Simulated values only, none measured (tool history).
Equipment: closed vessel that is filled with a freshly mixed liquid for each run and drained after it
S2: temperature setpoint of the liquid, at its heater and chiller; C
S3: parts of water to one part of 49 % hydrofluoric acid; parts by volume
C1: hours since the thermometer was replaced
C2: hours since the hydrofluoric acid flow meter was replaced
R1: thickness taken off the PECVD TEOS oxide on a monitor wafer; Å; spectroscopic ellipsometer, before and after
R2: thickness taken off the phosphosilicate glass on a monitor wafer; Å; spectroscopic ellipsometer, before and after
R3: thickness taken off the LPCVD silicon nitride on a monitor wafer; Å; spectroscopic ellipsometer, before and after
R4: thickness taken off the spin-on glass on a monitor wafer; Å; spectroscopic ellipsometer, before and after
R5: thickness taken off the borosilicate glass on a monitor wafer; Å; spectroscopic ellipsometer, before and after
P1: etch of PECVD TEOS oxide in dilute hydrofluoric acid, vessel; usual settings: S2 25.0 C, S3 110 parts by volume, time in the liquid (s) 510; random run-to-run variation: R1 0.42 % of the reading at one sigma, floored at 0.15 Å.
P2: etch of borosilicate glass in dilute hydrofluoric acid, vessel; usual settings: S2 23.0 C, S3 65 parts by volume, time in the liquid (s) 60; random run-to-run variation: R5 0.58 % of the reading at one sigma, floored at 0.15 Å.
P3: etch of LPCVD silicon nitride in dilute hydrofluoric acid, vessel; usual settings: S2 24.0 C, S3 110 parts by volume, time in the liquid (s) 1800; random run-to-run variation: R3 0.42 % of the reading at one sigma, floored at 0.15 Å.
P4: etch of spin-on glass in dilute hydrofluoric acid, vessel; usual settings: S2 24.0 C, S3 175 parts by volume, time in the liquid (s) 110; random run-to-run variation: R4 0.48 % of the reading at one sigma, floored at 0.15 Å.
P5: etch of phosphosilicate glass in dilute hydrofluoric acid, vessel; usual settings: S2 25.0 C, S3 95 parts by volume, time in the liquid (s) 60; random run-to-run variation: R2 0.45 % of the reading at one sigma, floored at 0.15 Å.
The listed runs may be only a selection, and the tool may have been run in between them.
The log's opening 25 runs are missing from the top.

run 26 hour=284.6 | process_that_ran=P2 S2=23.0 S3=105 time_in_the_liquid_(s)=60 | C1=878.0 C2=667.7 | R5=192.11
run 27 hour=291.5 | process_that_ran=P5 S2=25.0 S3=95 time_in_the_liquid_(s)=60 | C1=884.9 C2=674.6 | R2=721.85
run 28 hour=297.9 | process_that_ran=P4 S2=24.0 S3=175 time_in_the_liquid_(s)=110 | C1=891.3 C2=681.0 | R4=405.99
run 29 hour=305.7 | process_that_ran=P1 S2=25.0 S3=110 time_in_the_liquid_(s)=510 | C1=899.1 C2=688.8 | R1=400.580
run 30 hour=315.4 | process_that_ran=P1 S2=25.0 S3=110 time_in_the_liquid_(s)=510 | C1=908.8 C2=698.5 | R1=403.630
run 31 hour=322.6 | process_that_ran=P1 S2=25.0 S3=110 time_in_the_liquid_(s)=510 | C1=916.0 C2=705.7 | R1=398.080
run 32 hour=329.8 | process_that_ran=P3 S2=24.0 S3=110 time_in_the_liquid_(s)=1800 | C1=923.2 C2=712.9 | R3=81.2450
run 33 hour=341.4 | process_that_ran=P1 S2=17.0 S3=110 time_in_the_liquid_(s)=510 | C1=934.8 C2=724.5 | R1=291.540

Predict the results of run 34:
run 34 hour=355.0 | process_that_ran=P1 S2=25.0 S3=110 time_in_the_liquid_(s)=510 | C1=948.4 C2=738.1 | R1=?

Logged for run 34: R1 400.360 Å.
